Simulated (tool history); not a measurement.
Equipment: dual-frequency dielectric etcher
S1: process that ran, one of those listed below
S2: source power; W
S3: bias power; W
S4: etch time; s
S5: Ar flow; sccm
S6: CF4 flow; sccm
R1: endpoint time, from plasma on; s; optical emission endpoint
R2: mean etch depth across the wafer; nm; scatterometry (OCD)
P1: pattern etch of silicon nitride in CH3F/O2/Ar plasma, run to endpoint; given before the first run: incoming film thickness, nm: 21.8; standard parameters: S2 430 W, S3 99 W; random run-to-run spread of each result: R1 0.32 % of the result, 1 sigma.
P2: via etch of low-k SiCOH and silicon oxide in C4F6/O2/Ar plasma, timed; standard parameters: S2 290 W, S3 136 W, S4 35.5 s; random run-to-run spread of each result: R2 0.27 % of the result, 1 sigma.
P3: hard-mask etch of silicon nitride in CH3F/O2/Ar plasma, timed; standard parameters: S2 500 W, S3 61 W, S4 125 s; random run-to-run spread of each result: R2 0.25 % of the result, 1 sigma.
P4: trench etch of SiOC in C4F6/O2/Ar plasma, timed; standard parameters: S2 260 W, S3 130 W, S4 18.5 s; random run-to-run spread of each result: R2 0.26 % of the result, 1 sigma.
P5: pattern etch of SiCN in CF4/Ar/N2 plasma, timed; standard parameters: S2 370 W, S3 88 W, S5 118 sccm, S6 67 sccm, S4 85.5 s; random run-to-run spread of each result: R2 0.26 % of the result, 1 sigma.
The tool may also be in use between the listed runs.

run   hour  S1   S2   S3    S4   S5  S6      R1      R2
  1    9.1  P1  430   99                 27.119
  2     15  P1  430   99                 27.317
  3   25.6  P3  500   37   125                   77.682
  4   31.4  P2  180  136  35.5                    63.85
  5   41.8  P4  200  130  18.5                   27.071
  6   51.1  P1  600   99                 24.091
  7   57.5  P1  550  138                 21.983
  8   66.7  P1  430  117                 25.502
  9   72.5  P2  290  136  35.5                   77.079
 10   80.1  P1  430   99                 27.164
 11   87.2  P3  500   61   125                    90.14
 12   93.5  P1  430   59                 32.655
 13  105.1  P4  260   85  18.5                     26.5
 14  113.1  P2  290  136    52                   112.29
 15  121.2  P5  370   88  85.5  143  67          64.576
 16  132.8  P3  500   61    69                    49.77
 17  144.6  P2  290  136  35.5                   76.638
 18  153.8  P5  220   88  85.5  118  67          42.365
 19  159.3  P5  370   88   114  118  67          88.819
 20  171.3  P1  430   99                 27.185
 21  180.3  P1  270  130                 29.151
 22  186.5  P1  260   63                  38.76
 23  196.1  P4  260  130    12                    19.56
 24  205.6  P5  370   88  85.5  118  52          63.717
 25  217.4  P2  290  109  35.5                   71.676
 26  223.8  P4  260  130  18.5                   30.079
 27  229.4  P1  430   99                 27.285
 28  235.7  P5  370   88  85.5  118  67          66.349
 29  245.2  P5  370  110  85.5  118  67          72.441
 30  251.2  P3  380   61   125                   81.044
 31  261.3  P3  500   61   125                   90.729
 32  272.2  P1  290   99                 31.507
 33  281.3  P4  260  130  18.5                   30.123
 34  293.5  P1  430   99                 27.154
 35  301.5  P1  430   99                  27.27

The next listed run, before its measurement:
 36  308.6  P1  430  99               ?

Logged for run 36: R1 27.35 s.
